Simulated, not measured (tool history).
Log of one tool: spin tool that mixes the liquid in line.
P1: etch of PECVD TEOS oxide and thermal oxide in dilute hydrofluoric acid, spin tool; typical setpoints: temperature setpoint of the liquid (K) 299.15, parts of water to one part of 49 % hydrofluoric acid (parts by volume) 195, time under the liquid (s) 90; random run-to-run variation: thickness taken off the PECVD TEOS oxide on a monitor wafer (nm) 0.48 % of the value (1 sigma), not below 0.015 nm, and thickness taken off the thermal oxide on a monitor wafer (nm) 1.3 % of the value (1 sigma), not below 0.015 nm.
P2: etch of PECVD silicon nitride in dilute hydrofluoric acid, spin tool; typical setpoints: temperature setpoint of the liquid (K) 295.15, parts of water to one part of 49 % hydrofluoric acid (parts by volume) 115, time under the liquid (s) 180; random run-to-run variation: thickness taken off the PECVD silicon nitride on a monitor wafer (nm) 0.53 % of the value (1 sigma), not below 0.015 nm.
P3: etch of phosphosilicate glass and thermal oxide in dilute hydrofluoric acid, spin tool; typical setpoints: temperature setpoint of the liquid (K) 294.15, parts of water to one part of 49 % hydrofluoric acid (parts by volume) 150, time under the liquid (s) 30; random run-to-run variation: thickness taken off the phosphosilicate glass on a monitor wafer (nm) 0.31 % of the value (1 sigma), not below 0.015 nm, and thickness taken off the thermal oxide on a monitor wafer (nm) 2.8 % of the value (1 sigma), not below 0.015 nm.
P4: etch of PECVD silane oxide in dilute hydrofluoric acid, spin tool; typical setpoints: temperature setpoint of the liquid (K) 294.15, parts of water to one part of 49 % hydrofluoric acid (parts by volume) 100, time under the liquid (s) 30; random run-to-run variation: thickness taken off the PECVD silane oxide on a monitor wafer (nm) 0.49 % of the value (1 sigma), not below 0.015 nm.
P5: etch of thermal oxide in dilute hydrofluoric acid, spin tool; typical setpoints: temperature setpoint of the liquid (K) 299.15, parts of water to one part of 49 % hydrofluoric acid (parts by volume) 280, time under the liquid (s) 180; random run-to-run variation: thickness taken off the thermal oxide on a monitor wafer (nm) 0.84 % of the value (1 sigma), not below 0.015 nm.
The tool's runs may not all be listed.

run,hour,process that ran,temperature setpoint of the liquid (K),parts of water to one part of 49 % hydrofluoric acid (parts by volume),time under the liquid (s),hours since the thermometer was replaced,hours since the hydrofluoric acid flow meter was replaced,thickness taken off the PECVD TEOS oxide on a monitor wafer (nm),thickness taken off the thermal oxide on a monitor wafer (nm),thickness taken off the phosphosilicate glass on a monitor wafer (nm),thickness taken off the PECVD silicon nitride on a monitor wafer (nm),thickness taken off the PECVD silane oxide on a monitor wafer (nm)
1,8.2,P1,299.15,195,90,347.0,1359.9,7.1720,2.15170,,,
2,13.0,P3,294.15,150,30,351.8,1364.7,,0.79661,14.9600,,
3,18.1,P1,299.15,195,35,356.9,1369.8,2.7627,0.86799,,,
4,25.8,P1,299.15,195,90,364.6,1377.5,7.1436,2.11890,,,
5,34.5,P2,295.15,70,180,373.3,1386.2,,,,8.0810,
6,40.4,P3,294.15,240,30,379.2,1392.1,,0.46174,8.5389,,
7,46.5,P2,295.15,115,180,385.3,1398.2,,,,4.9126,
8,52.7,P5,299.15,280,180,391.5,1404.4,,2.78920,,,
9,60.1,P1,299.15,85,90,398.9,1411.8,18.6500,5.62630,,,
10,65.8,P5,299.15,280,180,404.6,1417.5,,2.83340,,,
11,73.8,P2,295.15,115,275,412.6,1425.5,,,,7.5202,
12,78.1,P1,299.15,195,90,416.9,1429.8,7.1390,2.13800,,,
13,82.3,P3,294.15,150,30,421.1,1434.0,,0.78843,14.9510,,
14,89.6,P4,294.15,20,30,428.4,1441.3,,,,,36.3940
15,95.5,P2,290.65,115,180,434.3,1447.2,,,,3.6258,
16,104.0,P3,301.15,150,30,442.8,1455.7,,1.10610,19.5150,,
17,111.5,P1,299.15,195,90,450.3,1463.2,7.0731,2.13680,,,
18,118.1,P1,304.65,195,90,456.9,1469.8,8.7014,2.57690,,,
19,126.5,P1,295.15,195,90,465.3,1478.2,6.1557,1.85280,,,
20,135.8,P4,299.15,100,30,474.6,1487.5,,,,,8.1049
21,143.0,P1,299.15,300,170,481.8,1494.7,7.8262,2.32520,,,
22,147.2,P3,294.15,150,15,486.0,1498.9,,0.40446,7.4178,,
23,153.5,P5,306.65,280,180,492.3,1505.2,,3.61600,,,
24,161.8,P4,294.15,100,45,500.6,1513.5,,,,,9.9299
25,166.7,P1,299.15,285,90,505.5,1518.4,4.4234,1.35070,,,
26,173.8,P2,295.15,115,180,512.6,1525.5,,,,4.8866,
27,179.3,P5,299.15,280,310,518.1,1531.0,,4.79250,,,
28,187.8,P5,299.15,125,180,526.6,1539.5,,7.60700,,,
29,194.8,P4,294.15,100,30,533.6,1546.5,,,,,6.6423
30,202.2,P1,299.15,195,175,541.0,1553.9,13.8550,4.19440,,,
31,211.1,P1,299.15,195,90,549.9,1562.8,7.1685,2.08720,,,
32,220.1,P1,299.15,195,90,558.9,1571.8,6.8756,2.08680,,,
33,224.6,P1,299.15,195,90,563.4,1576.3,6.9050,2.07360,,,
34,230.4,P1,299.15,195,90,569.2,1582.1,6.8049,2.05420,,,
35,236.6,P1,299.15,195,90,575.4,1588.3,6.8842,2.08800,,,
36,244.3,P1,299.15,195,90,583.1,1596.0,6.8048,2.05520,,,
37,249.5,P1,299.15,195,90,588.3,1601.2,6.7715,1.98470,,,
38,258.1,P1,299.15,195,90,596.9,1609.8,6.7274,2.02690,,,
39,263.8,P1,299.15,195,90,602.6,1615.5,6.7557,2.03810,,,
40,271.8,P1,299.15,195,90,610.6,1623.5,6.6833,2.07200,,,

The log shows P1 creeping away from where it was. Any of the 2 causes listed here, at the size stated for it, fits the log just as well as the others:
A: liquid colder than its thermometer reads (K) = 1.53
B: hydrofluoric acid flow below the setpoint (%) = 4.46
The creep began at about hour 211.1.

Each of the 4 check runs below uses one wafer; its results are left as question marks. Which run tells the causes apart?
check 1,279.8,P4,294.15,100,30,,,,,,,?
check 2,279.8,P2,295.15,115,180,,,,,,?,
check 3,279.8,P3,294.15,150,30,,,,?,?,,
check 4,279.8,P5,299.15,280,180,,,,?,,,

What each check would give under each cause:
check,result,if A,if B
check 1,thickness taken off the PECVD silane oxide on a monitor wafer (nm),6.2272,6.3008
check 2,thickness taken off the PECVD silicon nitride on a monitor wafer (nm),4.4515,4.7159
check 3,thickness taken off the thermal oxide on a monitor wafer (nm),0.76542,0.77134
check 3,thickness taken off the phosphosilicate glass on a monitor wafer (nm),14.0350,14.1440
check 4,thickness taken off the thermal oxide on a monitor wafer (nm),2.67060,2.65440
Per check, the gap between the least separated pair of causes, taken in the result that splits them most: check 1 1.17 %; check 2 5.77 %; check 3 0.77 %; check 4 0.61 %
Check 2 tells the causes apart: in the others they would give nearly the same result.

Check 2 was then run and gave: thickness taken off the PECVD silicon nitride on a monitor wafer (nm) 4.4038. Which cause is it?

The correct cause is A, namely: liquid colder than its thermometer reads (K).

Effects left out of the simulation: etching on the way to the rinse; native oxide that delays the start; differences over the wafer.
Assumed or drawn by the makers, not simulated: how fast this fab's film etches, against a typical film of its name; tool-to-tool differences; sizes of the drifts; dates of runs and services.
